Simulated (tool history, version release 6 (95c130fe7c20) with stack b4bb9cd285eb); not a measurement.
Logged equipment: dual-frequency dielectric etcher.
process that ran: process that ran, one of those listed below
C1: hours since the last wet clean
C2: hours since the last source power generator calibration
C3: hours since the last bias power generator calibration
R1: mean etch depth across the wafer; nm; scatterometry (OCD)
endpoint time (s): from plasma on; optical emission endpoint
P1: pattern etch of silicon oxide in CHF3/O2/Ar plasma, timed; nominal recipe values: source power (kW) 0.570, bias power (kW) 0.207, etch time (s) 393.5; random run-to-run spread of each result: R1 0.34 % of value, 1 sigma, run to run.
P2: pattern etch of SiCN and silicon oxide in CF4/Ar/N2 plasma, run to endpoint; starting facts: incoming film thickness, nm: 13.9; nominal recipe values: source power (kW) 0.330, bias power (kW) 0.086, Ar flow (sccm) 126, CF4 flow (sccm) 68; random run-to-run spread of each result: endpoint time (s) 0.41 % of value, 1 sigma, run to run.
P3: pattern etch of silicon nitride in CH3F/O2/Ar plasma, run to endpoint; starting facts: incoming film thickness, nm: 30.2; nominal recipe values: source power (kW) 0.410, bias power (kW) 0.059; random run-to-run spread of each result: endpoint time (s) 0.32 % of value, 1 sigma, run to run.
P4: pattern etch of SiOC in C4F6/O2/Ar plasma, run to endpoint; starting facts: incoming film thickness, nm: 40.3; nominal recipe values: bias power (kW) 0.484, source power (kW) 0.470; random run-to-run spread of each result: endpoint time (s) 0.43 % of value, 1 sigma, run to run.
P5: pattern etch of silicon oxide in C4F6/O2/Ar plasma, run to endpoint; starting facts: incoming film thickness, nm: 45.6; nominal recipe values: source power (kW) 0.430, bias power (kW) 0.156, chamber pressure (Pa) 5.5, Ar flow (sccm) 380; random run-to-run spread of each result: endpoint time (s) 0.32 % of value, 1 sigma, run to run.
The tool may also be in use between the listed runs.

{"run": 1, "hour": 14.7, "process that ran": "P1", "source power (kW)": 0.57, "bias power (kW)": 0.207, "etch time (s)": 393.5, "C1": 101.1, "C2": 1101.3, "C3": 709.3, "R1": 812.83}
{"run": 2, "hour": 25.4, "process that ran": "P4", "source power (kW)": 0.47, "bias power (kW)": 0.484, "C1": 111.8, "C2": 1112.0, "C3": 720.0, "endpoint time (s)": 13.381}
{"run": 3, "hour": 32.6, "process that ran": "P3", "source power (kW)": 0.41, "bias power (kW)": 0.07, "C1": 119.0, "C2": 1119.2, "C3": 727.2, "endpoint time (s)": 43.009}
{"run": 4, "hour": 46.6, "process that ran": "P1", "source power (kW)": 0.4, "bias power (kW)": 0.207, "etch time (s)": 393.5, "C1": 133.0, "C2": 1133.2, "C3": 741.2, "R1": 711.9}
{"run": 5, "hour": 57.1, "process that ran": "P2", "source power (kW)": 0.33, "bias power (kW)": 0.059, "Ar flow (sccm)": 126, "CF4 flow (sccm)": 68, "C1": 143.5, "C2": 1143.7, "C3": 751.7, "endpoint time (s)": 22.944}
{"run": 6, "hour": 65.2, "process that ran": "P2", "source power (kW)": 0.33, "bias power (kW)": 0.086, "Ar flow (sccm)": 85, "CF4 flow (sccm)": 68, "C1": 151.6, "C2": 1151.8, "C3": 759.8, "endpoint time (s)": 19.248}
{"run": 7, "hour": 79.6, "process that ran": "P1", "source power (kW)": 0.57, "bias power (kW)": 0.284, "etch time (s)": 393.5, "C1": 166.0, "C2": 1166.2, "C3": 774.2, "R1": 898.98}
{"run": 8, "hour": 86.7, "process that ran": "P5", "source power (kW)": 0.43, "bias power (kW)": 0.156, "Ar flow (sccm)": 380, "chamber pressure (Pa)": 5.5, "C1": 173.1, "C2": 1173.3, "C3": 781.3, "endpoint time (s)": 15.787}
{"run": 9, "hour": 95.9, "process that ran": "P1", "source power (kW)": 0.4, "bias power (kW)": 0.286, "etch time (s)": 393.5, "C1": 182.3, "C2": 1182.5, "C3": 790.5, "R1": 795.5}
{"run": 10, "hour": 107.4, "process that ran": "P5", "source power (kW)": 0.43, "bias power (kW)": 0.122, "Ar flow (sccm)": 380, "chamber pressure (Pa)": 5.5, "C1": 193.8, "C2": 1194.0, "C3": 802.0, "endpoint time (s)": 16.998}
{"run": 11, "hour": 118.1, "process that ran": "P1", "source power (kW)": 0.57, "bias power (kW)": 0.207, "etch time (s)": 305.5, "C1": 204.5, "C2": 1204.7, "C3": 812.7, "R1": 628.1}
{"run": 12, "hour": 131.7, "process that ran": "P2", "source power (kW)": 0.33, "bias power (kW)": 0.086, "Ar flow (sccm)": 126, "CF4 flow (sccm)": 68, "C1": 218.1, "C2": 1218.3, "C3": 826.3, "endpoint time (s)": 20.178}
{"run": 13, "hour": 145.4, "process that ran": "P5", "source power (kW)": 0.43, "bias power (kW)": 0.156, "Ar flow (sccm)": 380, "chamber pressure (Pa)": 5.5, "C1": 231.8, "C2": 1232.0, "C3": 840.0, "endpoint time (s)": 15.775}
{"run": 14, "hour": 159.8, "process that ran": "P4", "source power (kW)": 0.33, "bias power (kW)": 0.484, "C1": 246.2, "C2": 1246.4, "C3": 854.4, "endpoint time (s)": 15.326}
{"run": 15, "hour": 175.0, "process that ran": "P3", "source power (kW)": 0.58, "bias power (kW)": 0.059, "C1": 261.4, "C2": 1261.6, "C3": 869.6, "endpoint time (s)": 39.846}
{"run": 16, "hour": 187.2, "process that ran": "P4", "source power (kW)": 0.47, "bias power (kW)": 0.484, "C1": 273.6, "C2": 1273.8, "C3": 881.8, "endpoint time (s)": 13.328}
{"run": 17, "hour": 201.7, "process that ran": "P3", "source power (kW)": 0.41, "bias power (kW)": 0.059, "C1": 288.1, "C2": 1288.3, "C3": 896.3, "endpoint time (s)": 45.584}
{"run": 18, "hour": 210.3, "process that ran": "P2", "source power (kW)": 0.33, "bias power (kW)": 0.086, "Ar flow (sccm)": 126, "CF4 flow (sccm)": 92, "C1": 296.7, "C2": 1296.9, "C3": 904.9, "endpoint time (s)": 19.379}
{"run": 19, "hour": 224.9, "process that ran": "P5", "source power (kW)": 0.27, "bias power (kW)": 0.156, "Ar flow (sccm)": 380, "chamber pressure (Pa)": 5.5, "C1": 311.3, "C2": 1311.5, "C3": 919.5, "endpoint time (s)": 19.015}
{"run": 20, "hour": 234.1, "process that ran": "P1", "source power (kW)": 0.75, "bias power (kW)": 0.207, "etch time (s)": 552.5, "C1": 320.5, "C2": 1320.7, "C3": 928.7, "R1": 1265.0}
{"run": 21, "hour": 244.1, "process that ran": "P1", "source power (kW)": 0.57, "bias power (kW)": 0.207, "etch time (s)": 393.5, "C1": 330.5, "C2": 1330.7, "C3": 938.7, "R1": 813.05}
{"run": 22, "hour": 253.4, "process that ran": "P2", "source power (kW)": 0.44, "bias power (kW)": 0.086, "Ar flow (sccm)": 126, "CF4 flow (sccm)": 68, "C1": 339.8, "C2": 1340.0, "C3": 948.0, "endpoint time (s)": 15.652}
{"run": 23, "hour": 264.2, "process that ran": "P1", "source power (kW)": 0.57, "bias power (kW)": 0.207, "etch time (s)": 393.5, "C1": 350.6, "C2": 1350.8, "C3": 958.8, "R1": 814.53}
{"run": 24, "hour": 271.5, "process that ran": "P1", "source power (kW)": 0.57, "bias power (kW)": 0.207, "etch time (s)": 393.5, "C1": 357.9, "C2": 1358.1, "C3": 966.1, "R1": 810.02}
{"run": 25, "hour": 285.4, "process that ran": "P1", "source power (kW)": 0.57, "bias power (kW)": 0.207, "etch time (s)": 393.5, "C1": 371.8, "C2": 1372.0, "C3": 980.0, "R1": 808.55}
{"hour": 287.5, "done": "bias power generator calibrated"}
{"run": 26, "hour": 300.4, "process that ran": "P1", "source power (kW)": 0.77, "bias power (kW)": 0.207, "etch time (s)": 491.5, "C1": 386.8, "C2": 1387.0, "C3": 12.9, "R1": 1133.0}
{"run": 27, "hour": 311.0, "process that ran": "P5", "source power (kW)": 0.43, "bias power (kW)": 0.156, "Ar flow (sccm)": 380, "chamber pressure (Pa)": 3.6, "C1": 397.4, "C2": 1397.6, "C3": 23.5, "endpoint time (s)": 15.067}
{"run": 28, "hour": 321.9, "process that ran": "P1", "source power (kW)": 0.57, "bias power (kW)": 0.139, "etch time (s)": 393.5, "C1": 408.3, "C2": 1408.5, "C3": 34.4, "R1": 712.58}
{"run": 29, "hour": 336.2, "process that ran": "P2", "source power (kW)": 0.33, "bias power (kW)": 0.086, "Ar flow (sccm)": 126, "CF4 flow (sccm)": 68, "C1": 422.6, "C2": 1422.8, "C3": 48.7, "endpoint time (s)": 20.238}
{"run": 30, "hour": 345.6, "process that ran": "P5", "source power (kW)": 0.43, "bias power (kW)": 0.156, "Ar flow (sccm)": 302, "chamber pressure (Pa)": 5.5, "C1": 432.0, "C2": 1432.2, "C3": 58.1, "endpoint time (s)": 15.45}
{"run": 31, "hour": 357.7, "process that ran": "P4", "source power (kW)": 0.47, "bias power (kW)": 0.317, "C1": 444.1, "C2": 1444.3, "C3": 70.2, "endpoint time (s)": 15.593}
{"run": 32, "hour": 372.4, "process that ran": "P1", "source power (kW)": 0.75, "bias power (kW)": 0.207, "etch time (s)": 393.5, "C1": 458.8, "C2": 1459.0, "C3": 84.9, "R1": 907.99}
{"run": 33, "hour": 380.1, "process that ran": "P1", "source power (kW)": 0.57, "bias power (kW)": 0.207, "etch time (s)": 498.0, "C1": 466.5, "C2": 1466.7, "C3": 92.6, "R1": 1022.2}
{"run": 34, "hour": 391.1, "process that ran": "P1", "source power (kW)": 0.57, "bias power (kW)": 0.207, "etch time (s)": 393.5, "C1": 477.5, "C2": 1477.7, "C3": 103.6, "R1": 811.71}
{"run": 35, "hour": 404.1, "process that ran": "P1", "source power (kW)": 0.57, "bias power (kW)": 0.207, "etch time (s)": 393.5, "C1": 490.5, "C2": 1490.7, "C3": 116.6, "R1": 820.76}
{"run": 36, "hour": 413.5, "process that ran": "P1", "source power (kW)": 0.57, "bias power (kW)": 0.207, "etch time (s)": 393.5, "C1": 499.9, "C2": 1500.1, "C3": 126.0, "R1": 819.24}
{"hour": 419.6, "done": "wet clean of the chamber"}
{"run": 37, "hour": 421.8, "process that ran": "P1", "source power (kW)": 0.57, "bias power (kW)": 0.207, "etch time (s)": 393.5, "C1": 2.3, "C2": 1508.4, "C3": 134.3, "R1": 817.26}
{"run": 38, "hour": 433.1, "process that ran": "P1", "source power (kW)": 0.57, "bias power (kW)": 0.207, "etch time (s)": 393.5, "C1": 13.6, "C2": 1519.7, "C3": 145.6, "R1": 823.21}
{"run": 39, "hour": 448.6, "process that ran": "P1", "source power (kW)": 0.57, "bias power (kW)": 0.207, "etch time (s)": 393.5, "C1": 29.1, "C2": 1535.2, "C3": 161.1, "R1": 825.22}
{"run": 40, "hour": 460.5, "process that ran": "P1", "source power (kW)": 0.57, "bias power (kW)": 0.207, "etch time (s)": 393.5, "C1": 41.0, "C2": 1547.1, "C3": 173.0, "R1": 830.2}
{"run": 41, "hour": 468.8, "process that ran": "P1", "source power (kW)": 0.57, "bias power (kW)": 0.207, "etch time (s)": 393.5, "C1": 49.3, "C2": 1555.4, "C3": 181.3, "R1": 826.35}

The output of P1 has drifted from where it used to be. Each of the 2 causes below, taken at the size shown beside it, accounts for the log equally well:
A: bias power that arrives over what is set, % = 4.99
B: source power that arrives over what is set, % = 4.58
Creep in the process output first set in at about hour 391.1.
Excluded causes, each with its reason:
chamber walls in a state that raises the etch rate, %: serviced after onset, at hour 419.6, with no recovery of the prior output

You are offered 4 check runs, listed below with question marks in place of their results; each one averages 2 wafers. Which run separates the listed causes by giving clearly different results for each?
{"run": "check 1", "hour": 477.1, "process that ran": "P2", "source power (kW)": 0.33, "bias power (kW)": 0.086, "Ar flow (sccm)": 126, "CF4 flow (sccm)": 68, "endpoint time (s)": "?"}
{"run": "check 2", "hour": 477.1, "process that ran": "P5", "source power (kW)": 0.43, "bias power (kW)": 0.156, "Ar flow (sccm)": 380, "chamber pressure (Pa)": 5.5, "endpoint time (s)": "?"}
{"run": "check 3", "hour": 477.1, "process that ran": "P4", "source power (kW)": 0.47, "bias power (kW)": 0.484, "endpoint time (s)": "?"}
{"run": "check 4", "hour": 477.1, "process that ran": "P3", "source power (kW)": 0.41, "bias power (kW)": 0.059, "endpoint time (s)": "?"}

What each check would give under each cause:
check=check_1 result=endpoint_time_(s) if_A=19.840 if_B=19.429
check=check_2 result=endpoint_time_(s) if_A=15.604 if_B=15.561
check=check_3 result=endpoint_time_(s) if_A=13.183 if_B=13.202
check=check_4 result=endpoint_time_(s) if_A=44.965 if_B=44.908
Separation of the two closest causes in each check, using whichever result separates them best: check 1 2.09 %; check 2 0.27 %; check 3 0.14 %; check 4 0.13 %
Only check 1 tells the causes apart: in the others they would give nearly the same result.

Check 1 was carried out, with these results: endpoint time (s) 19.517. Which of the listed causes is responsible?

Of the candidate causes, it is B: source power that arrives over what is set, %.
